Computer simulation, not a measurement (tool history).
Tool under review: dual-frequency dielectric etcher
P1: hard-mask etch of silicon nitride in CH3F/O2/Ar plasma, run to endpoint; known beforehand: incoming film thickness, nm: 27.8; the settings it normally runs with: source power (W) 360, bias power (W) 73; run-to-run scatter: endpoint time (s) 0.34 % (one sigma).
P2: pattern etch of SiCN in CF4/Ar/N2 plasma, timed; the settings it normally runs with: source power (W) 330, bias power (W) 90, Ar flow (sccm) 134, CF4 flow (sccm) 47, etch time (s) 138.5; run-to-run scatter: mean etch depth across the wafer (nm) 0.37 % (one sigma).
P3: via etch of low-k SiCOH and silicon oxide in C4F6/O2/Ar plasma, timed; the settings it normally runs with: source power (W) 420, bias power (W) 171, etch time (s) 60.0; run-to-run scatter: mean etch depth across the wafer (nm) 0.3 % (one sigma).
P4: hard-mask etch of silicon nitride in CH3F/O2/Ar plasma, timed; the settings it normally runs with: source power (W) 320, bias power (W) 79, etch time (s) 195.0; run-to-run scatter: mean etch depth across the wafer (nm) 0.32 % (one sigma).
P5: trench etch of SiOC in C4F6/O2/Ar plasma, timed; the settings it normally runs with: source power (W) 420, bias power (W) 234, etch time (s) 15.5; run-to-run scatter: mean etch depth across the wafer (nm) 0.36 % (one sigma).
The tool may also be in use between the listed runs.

run,hour,process that ran,source power (W),bias power (W),Ar flow (sccm),CF4 flow (sccm),etch time (s),hours since the last wet clean,hours since the last source power generator calibration,hours since the last bias power generator calibration,endpoint time (s),mean etch depth across the wafer (nm)
1,4.8,P1,360,73,,,,327.4,1128.6,338.0,41.795,
2,12.8,P2,330,90,91,47,138.5,335.4,1136.6,346.0,,92.379
3,17.8,P1,360,96,,,,340.4,1141.6,351.0,37.677,
4,22.1,P2,330,90,134,66,138.5,344.7,1145.9,355.3,,92.123
5,26.9,P2,430,90,134,47,138.5,349.5,1150.7,360.1,,110.280
6,31.5,P1,250,73,,,,354.1,1155.3,364.7,47.883,
7,37.7,P3,420,171,,,41.0,360.3,1161.5,370.9,,110.410
8,45.7,P3,550,171,,,60.0,368.3,1169.5,378.9,,182.140
9,49.2,P3,420,171,,,60.0,371.8,1173.0,382.4,,163.140
10,56.6,P4,320,48,,,195.0,379.2,1180.4,389.8,,108.620
11,64.5,P2,330,90,134,47,138.5,387.1,1188.3,397.7,,87.485
12,68.2,P4,230,79,,,195.0,390.8,1192.0,401.4,,112.180
13,73.2,P1,360,73,,,,395.8,1197.0,406.4,41.371,
14,78.6,P1,360,50,,,,401.2,1202.4,411.8,47.673,
15,82.9,P5,420,234,,,8.5,405.5,1206.7,416.1,,19.645
16,89.4,P1,250,57,,,,412.0,1213.2,422.6,52.129,
17,94.9,P2,330,90,134,47,138.5,417.5,1218.7,428.1,,87.595
18,100.9,P3,420,110,,,60.0,423.5,1224.7,434.1,,142.590
19,108.3,P2,330,59,134,47,138.5,430.9,1232.1,441.5,,74.647
20,113.6,P4,320,79,,,195.0,436.2,1237.4,446.8,,127.610
21,121.4,P4,320,79,,,109.5,444.0,1245.2,454.6,,71.720
22,127.2,P5,420,234,,,15.5,449.8,1251.0,460.4,,35.765
23,134.5,P1,360,73,,,,457.1,1258.3,467.7,41.905,
24,138.0,P1,290,44,,,,460.6,1261.8,471.2,53.661,
25,146.2,P1,360,73,,,,468.8,1270.0,479.4,41.839,
26,150.0,P5,420,147,,,15.5,472.6,1273.8,483.2,,30.915
27,155.1,P2,330,90,134,47,91.0,477.7,1278.9,488.3,,57.447
28,162.4,P3,420,171,,,60.0,485.0,1286.2,495.6,,163.230
29,167.6,P1,360,73,,,,490.2,1291.4,500.8,41.876,
30,172.6,P4,320,79,,,195.0,495.2,1296.4,505.8,,126.960
31,176.5,P5,510,234,,,15.5,499.1,1300.3,509.7,,38.700
32,181.9,P1,500,73,,,,504.5,1305.7,515.1,36.559,
33,187.1,P1,360,73,,,,509.7,1310.9,520.3,41.771,
34,194.2,P1,360,73,,,,516.8,1318.0,527.4,41.932,
35,198.6,P1,360,73,,,,521.2,1322.4,531.8,42.034,

Forecast run 36:
36,206.4,P1,360,73,,,,529.0,1330.2,539.6,?,

endpoint time (s): 41.992

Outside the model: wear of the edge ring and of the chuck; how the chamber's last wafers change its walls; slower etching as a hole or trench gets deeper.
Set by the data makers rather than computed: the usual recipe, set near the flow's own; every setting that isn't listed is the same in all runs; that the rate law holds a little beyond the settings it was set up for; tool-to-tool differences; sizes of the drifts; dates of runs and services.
